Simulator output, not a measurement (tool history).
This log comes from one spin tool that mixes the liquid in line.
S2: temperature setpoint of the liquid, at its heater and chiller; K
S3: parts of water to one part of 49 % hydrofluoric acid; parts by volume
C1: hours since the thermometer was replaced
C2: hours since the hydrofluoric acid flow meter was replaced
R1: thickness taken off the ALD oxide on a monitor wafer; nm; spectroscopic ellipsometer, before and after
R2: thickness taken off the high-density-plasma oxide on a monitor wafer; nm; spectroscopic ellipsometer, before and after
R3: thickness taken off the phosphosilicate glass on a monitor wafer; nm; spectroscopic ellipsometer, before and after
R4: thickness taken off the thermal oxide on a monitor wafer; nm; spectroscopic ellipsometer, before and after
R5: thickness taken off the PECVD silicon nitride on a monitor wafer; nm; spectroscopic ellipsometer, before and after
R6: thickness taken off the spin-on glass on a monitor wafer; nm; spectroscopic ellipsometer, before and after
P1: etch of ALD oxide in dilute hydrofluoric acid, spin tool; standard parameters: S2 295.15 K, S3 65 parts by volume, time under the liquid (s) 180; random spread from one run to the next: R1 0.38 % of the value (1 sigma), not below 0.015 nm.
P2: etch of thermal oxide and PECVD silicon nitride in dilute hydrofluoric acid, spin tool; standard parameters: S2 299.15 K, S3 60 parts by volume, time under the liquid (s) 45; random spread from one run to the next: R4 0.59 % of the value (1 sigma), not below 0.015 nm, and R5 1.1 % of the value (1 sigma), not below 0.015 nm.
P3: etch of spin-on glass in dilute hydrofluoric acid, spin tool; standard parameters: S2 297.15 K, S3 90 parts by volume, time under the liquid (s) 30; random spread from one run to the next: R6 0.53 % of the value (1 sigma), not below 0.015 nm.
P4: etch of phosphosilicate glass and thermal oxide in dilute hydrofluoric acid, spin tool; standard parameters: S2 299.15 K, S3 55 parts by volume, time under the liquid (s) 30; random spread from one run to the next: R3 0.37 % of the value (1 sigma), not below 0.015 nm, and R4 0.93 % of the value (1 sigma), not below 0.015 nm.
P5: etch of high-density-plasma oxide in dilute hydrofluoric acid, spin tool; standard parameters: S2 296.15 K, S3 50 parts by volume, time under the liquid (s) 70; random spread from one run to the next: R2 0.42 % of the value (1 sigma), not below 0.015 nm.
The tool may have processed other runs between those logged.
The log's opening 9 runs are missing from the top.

{"run": 10, "day": 3.188, "process that ran": "P5", "S2": 296.15, "S3": 20, "time under the liquid (s)": 70, "C1": 1185.2, "C2": 1699, "R2": 19.175}
{"run": 11, "day": 3.462, "process that ran": "P2", "S2": 304.15, "S3": 60, "time under the liquid (s)": 45, "C1": 1191.8, "C2": 1705.6, "R4": 4.9043, "R5": 2.6061}
{"run": 12, "day": 3.838, "process that ran": "P5", "S2": 296.15, "S3": 50, "time under the liquid (s)": 120, "C1": 1200.8, "C2": 1714.6, "R2": 12.618}
{"run": 13, "day": 4.058, "process that ran": "P2", "S2": 299.15, "S3": 60, "time under the liquid (s)": 25, "C1": 1206.1, "C2": 1719.9, "R4": 2.225, "R5": 1.0157}
{"run": 14, "day": 4.229, "process that ran": "P4", "S2": 304.65, "S3": 55, "time under the liquid (s)": 30, "C1": 1210.2, "C2": 1724, "R3": 105.26, "R4": 3.6251}
{"run": 15, "day": 4.5, "process that ran": "P3", "S2": 297.15, "S3": 90, "time under the liquid (s)": 30, "C1": 1216.7, "C2": 1730.5, "R6": 22.958}
{"run": 16, "day": 4.667, "process that ran": "P4", "S2": 299.15, "S3": 55, "time under the liquid (s)": 15, "C1": 1220.7, "C2": 1734.5, "R3": 42.624, "R4": 1.4296}
{"run": 17, "day": 4.917, "process that ran": "P3", "S2": 297.15, "S3": 150, "time under the liquid (s)": 30, "C1": 1226.7, "C2": 1740.5, "R6": 12.901}
{"run": 18, "day": 5.25, "process that ran": "P1", "S2": 295.15, "S3": 65, "time under the liquid (s)": 180, "C1": 1234.7, "C2": 1748.5, "R1": 27.07}
{"run": 19, "day": 5.442, "process that ran": "P2", "S2": 299.15, "S3": 60, "time under the liquid (s)": 45, "C1": 1239.3, "C2": 1753.1, "R4": 4.0634, "R5": 1.8362}
{"run": 20, "day": 5.779, "process that ran": "P1", "S2": 301.65, "S3": 65, "time under the liquid (s)": 180, "C1": 1247.4, "C2": 1761.2, "R1": 35.326}
{"run": 21, "day": 6.004, "process that ran": "P5", "S2": 302.15, "S3": 50, "time under the liquid (s)": 70, "C1": 1252.8, "C2": 1766.6, "R2": 9.3799}
{"run": 22, "day": 6.271, "process that ran": "P3", "S2": 297.15, "S3": 90, "time under the liquid (s)": 15, "C1": 1259.2, "C2": 1773, "R6": 11.593}
{"run": 23, "day": 6.612, "process that ran": "P1", "S2": 295.15, "S3": 115, "time under the liquid (s)": 180, "C1": 1267.4, "C2": 1781.2, "R1": 14.484}
{"run": 24, "day": 6.792, "process that ran": "P2", "S2": 299.15, "S3": 85, "time under the liquid (s)": 45, "C1": 1271.7, "C2": 1785.5, "R4": 2.8188, "R5": 1.3282}
{"run": 25, "day": 7.096, "process that ran": "P1", "S2": 295.15, "S3": 65, "time under the liquid (s)": 180, "C1": 1279, "C2": 1792.8, "R1": 27.212}
{"run": 26, "day": 7.321, "process that ran": "P1", "S2": 295.15, "S3": 65, "time under the liquid (s)": 355, "C1": 1284.4, "C2": 1798.2, "R1": 53.425}

Expected results for the next run?
{"run": 27, "day": 7.65, "process that ran": "P5", "S2": 296.15, "S3": 50, "time under the liquid (s)": 70, "C1": 1292.3, "C2": 1806.1, "R2": "?"}

{"run 27": {"R2": 7.3923}}

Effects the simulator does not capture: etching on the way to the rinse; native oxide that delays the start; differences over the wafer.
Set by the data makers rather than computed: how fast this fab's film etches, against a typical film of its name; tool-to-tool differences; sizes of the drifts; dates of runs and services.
